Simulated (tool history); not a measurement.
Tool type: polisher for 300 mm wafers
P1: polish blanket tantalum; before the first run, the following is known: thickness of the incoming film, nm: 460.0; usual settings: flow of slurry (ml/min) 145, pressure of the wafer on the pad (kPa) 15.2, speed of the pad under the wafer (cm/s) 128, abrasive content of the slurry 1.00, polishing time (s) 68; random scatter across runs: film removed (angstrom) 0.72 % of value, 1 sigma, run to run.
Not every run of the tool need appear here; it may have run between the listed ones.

| run | hour | flow of slurry (ml/min) | pressure of the wafer on the pad (kPa) | speed of the pad under the wafer (cm/s) | abrasive content of the slurry | polishing time (s) | wafers polished on this pad | hours since the slurry nozzle was cleaned | hours since the head pressure was calibrated | hours since the slurry blender was calibrated | film removed (angstrom) |
|---|---|---|---|---|---|---|---|---|---|---|---|
| 1 | 10.2 | 145 | 15.2 | 128 | 1.00 | 68 | 417 | 334.2 | 464.4 | 143.8 | 1895.80 |
| 2 | 22.9 | 145 | 15.2 | 70 | 1.00 | 68 | 496 | 346.9 | 477.1 | 156.5 | 1027.20 |
| 3 | 33.9 | 145 | 24.1 | 128 | 1.00 | 68 | 563 | 357.9 | 488.1 | 167.5 | 3004.60 |
| 4 | 47.6 | 145 | 15.2 | 128 | 1.00 | 68 | 647 | 371.6 | 501.8 | 181.2 | 1893.10 |
| 5 | 57.7 | 215 | 15.2 | 128 | 1.00 | 68 | 710 | 381.7 | 511.9 | 191.3 | 2031.20 |
| 6 | 68.9 | 145 | 15.2 | 128 | 1.00 | 68 | 778 | 392.9 | 523.1 | 202.5 | 1898.80 |
| 7 | 80.8 | 145 | 15.2 | 128 | 1.00 | 68 | 852 | 404.8 | 535.0 | 214.4 | 1882.10 |
| 8 | 92.4 | 145 | 9.0 | 128 | 1.00 | 68 | 923 | 416.4 | 546.6 | 226.0 | 1120.80 |
| 9 | 100.9 | 145 | 15.2 | 128 | 1.00 | 68 | 975 | 424.9 | 555.1 | 234.5 | 1878.60 |
| 10 | 116.2 | 145 | 15.2 | 128 | 0.75 | 68 | 1069 | 440.2 | 570.4 | 249.8 | 1696.80 |
| 11 | 127.2 | 145 | 15.2 | 128 | 1.00 | 68 | 1137 | 451.2 | 581.4 | 260.8 | 1889.40 |
| 12 | 140.7 | 105 | 15.2 | 128 | 1.25 | 68 | 1220 | 464.7 | 594.9 | 274.3 | 1876.40 |
| 13 | 153.4 | 85 | 15.2 | 128 | 1.00 | 68 | 1298 | 477.4 | 607.6 | 287.0 | 1671.20 |
| 14 | 168.8 | 145 | 15.2 | 128 | 1.50 | 68 | 1393 | 492.8 | 623.0 | 302.4 | 2061.60 |
| 15 | 181.5 | 145 | 15.2 | 128 | 1.00 | 44 | 1471 | 505.5 | 635.7 | 315.1 | 1233.20 |
| 16 | 189.8 | 185 | 15.2 | 128 | 1.00 | 31 | 1522 | 513.8 | 644.0 | 323.4 | 907.54 |
| 17 | 198.5 | 145 | 15.2 | 128 | 1.00 | 107 | 1575 | 522.5 | 652.7 | 332.1 | 2977.80 |
| 18 | 215.2 | 145 | 15.2 | 198 | 1.00 | 68 | 1678 | 539.2 | 669.4 | 348.8 | 2955.70 |
| 19 | 223.0 | 145 | 15.2 | 128 | 1.00 | 68 | 1726 | 547.0 | 677.2 | 356.6 | 1928.60 |
| 20 | 239.6 | 145 | 15.2 | 128 | 1.00 | 68 | 1828 | 563.6 | 693.8 | 373.2 | 1833.70 |
|  | 253.0 | worn pad replaced by a new one |
| 21 | 253.9 | 145 | 15.2 | 128 | 1.00 | 68 | 5 | 577.9 | 708.1 | 387.5 | 1779.50 |
| 22 | 261.3 | 145 | 15.2 | 128 | 1.00 | 68 | 51 | 585.3 | 715.5 | 394.9 | 1767.60 |
|  | 273.5 | slurry blender recalibrated |
| 23 | 276.0 | 145 | 15.2 | 128 | 1.00 | 68 | 141 | 600.0 | 730.2 | 2.5 | 1763.80 |
| 24 | 287.9 | 145 | 15.2 | 128 | 1.00 | 68 | 214 | 611.9 | 742.1 | 14.4 | 1786.40 |
| 25 | 296.5 | 145 | 15.2 | 128 | 1.00 | 68 | 267 | 620.5 | 750.7 | 23.0 | 1757.50 |

Something has made what P1 gives creep away from where it was; the 2 causes below, each at its own stated size, fit the log equally well:
A: head's pressure below its setpoint, % = 6.95
B: slurry flow missing at the pad, % = 29.1
The gradual shift began around hour 223.0.
Excluded causes, each with its reason:
removal rate lost through wear of the pad, %: was serviced at hour 253.0, once the creep was under way, yet the earlier output never came back
abrasive missing from the slurry, %: was serviced at hour 273.5, once the creep was under way, yet the earlier output never came back

Of the 4 check runs below, each run on 2 wafers with the results averaged and each result still a question mark, which one would tell the listed causes apart?
| check 1 | 305.1 | 145 | 23.4 | 128 | 1.30 | 68 |  |  |  |  | ? |
| check 2 | 305.1 | 145 | 21.4 | 128 | 1.45 | 68 |  |  |  |  | ? |
| check 3 | 305.1 | 85 | 22.1 | 128 | 1.00 | 68 |  |  |  |  | ? |
| check 4 | 305.1 | 145 | 18.6 | 196 | 1.00 | 68 |  |  |  |  | ? |

Outcome of each check run for each possible cause:
| check | result | if A | if B |
|---|---|---|---|
| check 1 | film removed (angstrom) | 2913.20 | 2913.30 |
| check 2 | film removed (angstrom) | 2722.50 | 2722.60 |
| check 3 | film removed (angstrom) | 2266.20 | 2171.90 |
| check 4 | film removed (angstrom) | 3308.90 | 3309.00 |
Gap, in per cent, between the two causes that each check separates least, read from the result that separates them most: check 1 0 %; check 2 0 %; check 3 4.25 %; check 4 0 %
Check 3 distinguishes between the causes, while the remaining checks would return nearly the same result for all of them.

Running check 3 produced the following: film removed (angstrom) 2269.60. Which one of the listed causes fits?

A is the cause: head's pressure below its setpoint, %.
